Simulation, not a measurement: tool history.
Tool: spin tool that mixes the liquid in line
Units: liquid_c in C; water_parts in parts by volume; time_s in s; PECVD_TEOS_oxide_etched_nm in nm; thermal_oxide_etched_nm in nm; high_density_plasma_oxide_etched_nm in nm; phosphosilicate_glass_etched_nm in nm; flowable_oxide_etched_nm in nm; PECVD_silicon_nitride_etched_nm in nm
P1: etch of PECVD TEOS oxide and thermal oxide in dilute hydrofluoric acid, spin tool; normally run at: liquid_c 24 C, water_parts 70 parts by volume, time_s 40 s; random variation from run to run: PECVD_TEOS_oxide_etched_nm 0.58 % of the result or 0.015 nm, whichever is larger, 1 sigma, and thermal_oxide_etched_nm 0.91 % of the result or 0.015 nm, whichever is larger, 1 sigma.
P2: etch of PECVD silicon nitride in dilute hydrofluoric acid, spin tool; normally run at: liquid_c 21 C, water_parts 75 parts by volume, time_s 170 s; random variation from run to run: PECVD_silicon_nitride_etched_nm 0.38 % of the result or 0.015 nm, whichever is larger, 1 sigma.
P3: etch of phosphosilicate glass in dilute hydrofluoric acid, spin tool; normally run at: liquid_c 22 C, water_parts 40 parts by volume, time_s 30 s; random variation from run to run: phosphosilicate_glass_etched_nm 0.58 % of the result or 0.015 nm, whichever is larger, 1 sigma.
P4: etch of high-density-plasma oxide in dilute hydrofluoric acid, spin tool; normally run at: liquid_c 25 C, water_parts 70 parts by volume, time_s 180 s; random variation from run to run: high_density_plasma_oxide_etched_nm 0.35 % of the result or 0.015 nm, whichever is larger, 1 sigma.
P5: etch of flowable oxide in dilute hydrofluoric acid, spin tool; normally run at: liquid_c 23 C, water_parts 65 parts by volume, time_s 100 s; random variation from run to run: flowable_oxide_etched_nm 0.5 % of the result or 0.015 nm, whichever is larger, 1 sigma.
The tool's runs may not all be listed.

run   hour  process  liquid_c  water_parts  time_s  hours since the thermometer was replaced  hours since the hydrofluoric acid flow meter was replaced  PECVD_TEOS_oxide_etched_nm  thermal_oxide_etched_nm  high_density_plasma_oxide_etched_nm  phosphosilicate_glass_etched_nm  flowable_oxide_etched_nm  PECVD_silicon_nitride_etched_nm
  1    8.6       P1        24           70      40                                     330.5                                                      130.5                      5.8644                   2.8973
  2   19.6       P1        24           70      40                                     341.5                                                      141.5                      5.8522                    2.862
  3   32.4       P4      32.5           70     180                                     354.3                                                      154.3                                                                                    20.837
  4   41.3       P1        24           70      40                                     363.2                                                      163.2                      5.8897                   2.8759
  5   51.2       P1        29           95      40                                     373.1                                                      173.1                      5.0849                   2.5003
  6     66       P3        22           40      30                                     387.9                                                      187.9                                                                                                                     46.119
  7   79.1       P1      18.5           70      40                                       401                                                        201                      4.6305                   2.2765
  8     88       P1        24           70      40                                     409.9                                                      209.9                      5.7849                   2.8486
  9  101.2       P4        25           70     180                                     423.1                                                      223.1                                                                                    15.538
 10  114.2       P1        24           30      40                                     436.1                                                      236.1                      14.327                   6.9883
 11  122.4       P4        25           30     180                                     444.3                                                      244.3                                                                                    38.113
 12  134.1       P1        24           70      15                                       456                                                        256                      2.1899                    1.084
 13  149.2       P1        24           70      40                                     471.1                                                      271.1                      5.8655                   2.8816
 14  156.9       P5        23           65      15                                     478.8                                                      278.8                                                                                                                                               7.2142
 15  171.4       P2        21           75     170                                     493.3                                                      293.3                                                                                                                                                                                10.448
 16  185.1       P1      30.5           70      65                                       507                                                        307                       12.34                   5.9911
 17    194       P2        21           75     170                                     515.9                                                      315.9                                                                                                                                                                                10.461
     206.2  -- hydrofluoric acid flow meter replaced
 18    210       P1        24          100      40                                     531.9                                                        3.8                      4.0031                   1.9089
 19  221.2       P1      28.5           70      20                                     543.1                                                         15                      3.4929                   1.7333
 20  236.9       P4        25           70     320                                     558.8                                                       30.7                                                                                    27.548
 21    244       P3        28           40      30                                     565.9                                                       37.8                                                                                                                     58.544
 22  254.8       P1        24           70      60                                     576.7                                                       48.6                       8.793                   4.2798
 23  265.6       P4        25           70     180                                     587.5                                                       59.4                                                                                    15.501
 24  272.9       P3        22           40      15                                     594.8                                                       66.7                                                                                                                     22.949
 25  283.5       P3        22           40      30                                     605.4                                                       77.3                                                                                                                     45.575
 26  292.5       P5        23           65     100                                     614.4                                                       86.3                                                                                                                                               47.948
 27  307.3       P5        23           20     100                                     629.2                                                      101.1                                                                                                                                               163.98
 28  316.3       P1      29.5           70      40                                     638.2                                                      110.1                      7.2732                    3.567
 29  328.9       P5        17           65     100                                     650.8                                                      122.7                                                                                                                                               36.976
 30  339.8       P3        22           70      30                                     661.7                                                      133.6                                                                                                                     25.103
 31  352.4       P2        21           75      15                                     674.3                                                      146.2                                                                                                                                                                               0.93435
 32    363       P2        27           75     170                                     684.9                                                      156.8                                                                                                                                                                                15.629
 33  375.4       P2        21          135     170                                     697.3                                                      169.2                                                                                                                                                                                 5.857
 34  383.9       P1        24           70      40                                     705.8                                                      177.7                      5.8013                   2.9041
 35  393.8       P1        24           70      40                                     715.7                                                      187.6                       5.898                   2.9089
 36  402.7       P1        24           70      40                                     724.6                                                      196.5                      6.0769                   2.9778
 37  416.8       P1        24           70      40                                     738.7                                                      210.6                      6.2603                   3.0753
 38  426.6       P1        24           70      40                                     748.5                                                      220.4                      6.2962                   3.0567
 39    435       P1        24           70      40                                     756.9                                                      228.8                      6.3724                    3.065
 40  446.1       P1        24           70      40                                       768                                                      239.9                      6.3674                   3.1097
 41  456.4       P1        24           70      40                                     778.3                                                      250.2                      6.3757                   3.1014

What P1 gives has crept away from where it was. These 2 causes fit the log equally well, each at the size given:
A: liquid hotter than its thermometer reads (K) = 2.09
B: hydrofluoric acid flow above the setpoint (%) = 8
The creep began at about hour 393.8.

4 check runs are offered, one wafer each, their results left as question marks. Which one tells the causes apart?
check 1  466.7       P5        23           20     100                                                                                                                                                                                                                                                         ?
check 2  466.7       P3        22           55      30                                                                                                                                                                                                                               ?
check 3  466.7       P4        30           30     180                                                                                                                                                                                              ?
check 4  466.7       P2        21           75      90                                                                                                                                                                                                                                                                                          ?

What each check would give under each cause:
  check                               result    if A    if B
check 1             flowable_oxide_etched_nm  179.34  177.67
check 2      phosphosilicate_glass_etched_nm  35.765  35.611
check 3  high_density_plasma_oxide_etched_nm  50.834  50.701
check 4      PECVD_silicon_nitride_etched_nm  6.3754  5.9674
How far apart the two closest causes lie, in the result that separates them most: check 1 0.94 %; check 2 0.43 %; check 3 0.26 %; check 4 6.61 %
Only check 4 tells the causes apart: in the others they would give nearly the same result.

Check 4 was then run and gave: PECVD_silicon_nitride_etched_nm 5.9238 nm. Which cause is it?

It is B: hydrofluoric acid flow above the setpoint (%).

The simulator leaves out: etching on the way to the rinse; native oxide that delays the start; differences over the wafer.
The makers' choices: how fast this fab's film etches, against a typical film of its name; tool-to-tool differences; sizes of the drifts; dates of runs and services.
